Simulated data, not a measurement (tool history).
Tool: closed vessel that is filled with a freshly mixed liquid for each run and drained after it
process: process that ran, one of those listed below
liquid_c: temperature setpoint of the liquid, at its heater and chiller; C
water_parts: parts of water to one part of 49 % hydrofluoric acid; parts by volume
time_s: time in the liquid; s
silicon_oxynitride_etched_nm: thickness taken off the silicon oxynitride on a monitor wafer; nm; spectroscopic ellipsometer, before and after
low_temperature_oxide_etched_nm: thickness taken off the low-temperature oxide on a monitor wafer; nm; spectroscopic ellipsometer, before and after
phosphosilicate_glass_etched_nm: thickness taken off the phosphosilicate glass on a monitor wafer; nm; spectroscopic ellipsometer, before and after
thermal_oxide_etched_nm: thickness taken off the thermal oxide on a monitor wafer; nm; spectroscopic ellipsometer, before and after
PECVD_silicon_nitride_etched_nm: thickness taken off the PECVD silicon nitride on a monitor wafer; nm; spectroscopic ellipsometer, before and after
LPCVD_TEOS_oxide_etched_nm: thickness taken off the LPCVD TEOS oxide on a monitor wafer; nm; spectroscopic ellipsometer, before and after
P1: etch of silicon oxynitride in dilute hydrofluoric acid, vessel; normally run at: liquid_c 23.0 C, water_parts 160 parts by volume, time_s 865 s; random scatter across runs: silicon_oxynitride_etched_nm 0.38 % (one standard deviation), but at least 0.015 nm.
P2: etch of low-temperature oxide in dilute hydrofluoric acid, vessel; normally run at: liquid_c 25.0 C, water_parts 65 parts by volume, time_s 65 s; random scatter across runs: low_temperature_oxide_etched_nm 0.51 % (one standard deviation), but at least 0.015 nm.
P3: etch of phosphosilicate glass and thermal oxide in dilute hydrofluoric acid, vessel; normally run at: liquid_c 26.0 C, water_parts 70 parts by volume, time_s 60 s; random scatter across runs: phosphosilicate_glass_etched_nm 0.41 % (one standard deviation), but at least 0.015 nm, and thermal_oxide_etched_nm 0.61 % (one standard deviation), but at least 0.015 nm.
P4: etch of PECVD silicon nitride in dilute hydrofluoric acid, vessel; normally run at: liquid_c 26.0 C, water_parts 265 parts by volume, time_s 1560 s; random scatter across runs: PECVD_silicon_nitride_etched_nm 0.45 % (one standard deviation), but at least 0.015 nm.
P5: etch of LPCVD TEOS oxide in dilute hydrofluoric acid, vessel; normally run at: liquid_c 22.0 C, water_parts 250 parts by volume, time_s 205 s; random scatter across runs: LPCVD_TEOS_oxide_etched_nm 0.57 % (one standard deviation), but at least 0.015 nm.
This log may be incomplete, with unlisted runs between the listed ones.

run,hour,process,liquid_c,water_parts,time_s,silicon_oxynitride_etched_nm,low_temperature_oxide_etched_nm,phosphosilicate_glass_etched_nm,thermal_oxide_etched_nm,PECVD_silicon_nitride_etched_nm,LPCVD_TEOS_oxide_etched_nm
1,6.9,P1,23.0,160,865,11.2930,,,,,
2,22.4,P2,17.0,65,65,,17.472,,,,
3,30.6,P1,23.0,160,865,11.3480,,,,,
4,46.4,P3,26.0,70,60,,,151.95,4.8027,,
5,54.7,P1,23.0,160,865,11.2140,,,,,
6,62.6,P1,18.5,160,465,4.9075,,,,,
7,69.7,P3,26.0,70,95,,,240.10,7.5190,,
8,79.4,P1,23.0,215,1525,14.2870,,,,,
9,87.2,P1,23.0,160,865,11.3480,,,,,
10,102.5,P1,17.0,160,865,8.5381,,,,,
11,110.9,P4,26.0,145,1560,,,,,47.719,
12,126.0,P2,25.0,65,65,,24.345,,,,
13,136.8,P1,23.0,290,865,5.6719,,,,,
14,147.2,P3,18.0,70,60,,,108.44,3.4576,,
15,157.8,P5,22.0,55,205,,,,,,146.380
16,169.5,P5,22.0,250,205,,,,,,26.166
17,182.9,P4,26.0,265,2305,,,,,38.375,
18,198.7,P1,23.0,160,280,3.6619,,,,,
19,205.8,P5,22.0,250,305,,,,,,38.806
20,214.5,P3,26.0,25,60,,,453.23,14.2130,,
21,226.5,P1,23.0,160,865,11.2900,,,,,
22,235.4,P1,23.0,160,1490,19.4920,,,,,
23,244.8,P5,22.0,250,205,,,,,,26.279
24,252.4,P4,31.0,265,1560,,,,,34.932,
25,266.9,P1,23.0,160,865,11.3650,,,,,
26,279.6,P1,23.0,160,865,11.2740,,,,,
27,288.3,P1,23.0,35,865,56.6210,,,,,
28,303.2,P2,25.0,20,65,,84.608,,,,
29,318.7,P1,27.5,160,865,13.8980,,,,,
30,325.9,P2,25.0,65,30,,11.378,,,,
31,339.0,P5,27.0,250,205,,,,,,31.416
32,354.5,P2,25.0,65,65,,24.239,,,,
33,370.1,P4,26.0,265,1560,,,,,26.091,
34,377.4,P1,23.0,160,865,11.3640,,,,,
35,391.8,P1,23.0,160,865,10.9170,,,,,
36,398.7,P1,23.0,160,865,10.8080,,,,,
37,410.0,P1,23.0,160,865,10.5370,,,,,
38,424.6,P1,23.0,160,865,10.4360,,,,,
39,435.7,P1,23.0,160,865,10.3170,,,,,
40,448.8,P1,23.0,160,865,10.2750,,,,,
41,459.3,P1,23.0,160,865,10.2180,,,,,
42,473.5,P1,23.0,160,865,10.2290,,,,,
43,486.6,P1,23.0,160,865,10.1340,,,,,
44,496.4,P1,23.0,160,865,10.1610,,,,,
45,510.1,P1,23.0,160,865,10.1150,,,,,

P1 has crept away from where it was. The log is fitted equally well by each of these 2 causes, at the sizes shown:
A: hydrofluoric acid flow below the setpoint (%) = 9.01
B: liquid colder than its thermometer reads (K) = 2.29
At approximately hour 377.4, the process output began to creep.

4 check runs are offered, one wafer each, their results left as question marks. Which one tells the causes apart?
check 1,523.8,P3,19.0,70,60,,,?,?,,
check 2,523.8,P5,22.0,95,205,,,,,,?
check 3,523.8,P4,26.0,265,2105,,,,,?,
check 4,523.8,P2,25.0,35,30,,?,,,,

Predicted outcomes, by check and by cause:
check,result,if A,if B
check 1,phosphosilicate_glass_etched_nm,102.76,103.23
check 1,thermal_oxide_etched_nm,3.2301,3.2450
check 2,LPCVD_TEOS_oxide_etched_nm,73.111,73.981
check 3,PECVD_silicon_nitride_etched_nm,31.947,30.523
check 4,low_temperature_oxide_etched_nm,19.750,19.825
How far apart the two closest causes lie, in the result that separates them most: check 1 0.46 %; check 2 1.18 %; check 3 4.56 %; check 4 0.38 %
Check 3 tells the causes apart: in the others they would give nearly the same result.

Here is what check 3 returned: PECVD_silicon_nitride_etched_nm 31.999 nm. Which cause is it?

A is the cause: hydrofluoric acid flow below the setpoint (%).

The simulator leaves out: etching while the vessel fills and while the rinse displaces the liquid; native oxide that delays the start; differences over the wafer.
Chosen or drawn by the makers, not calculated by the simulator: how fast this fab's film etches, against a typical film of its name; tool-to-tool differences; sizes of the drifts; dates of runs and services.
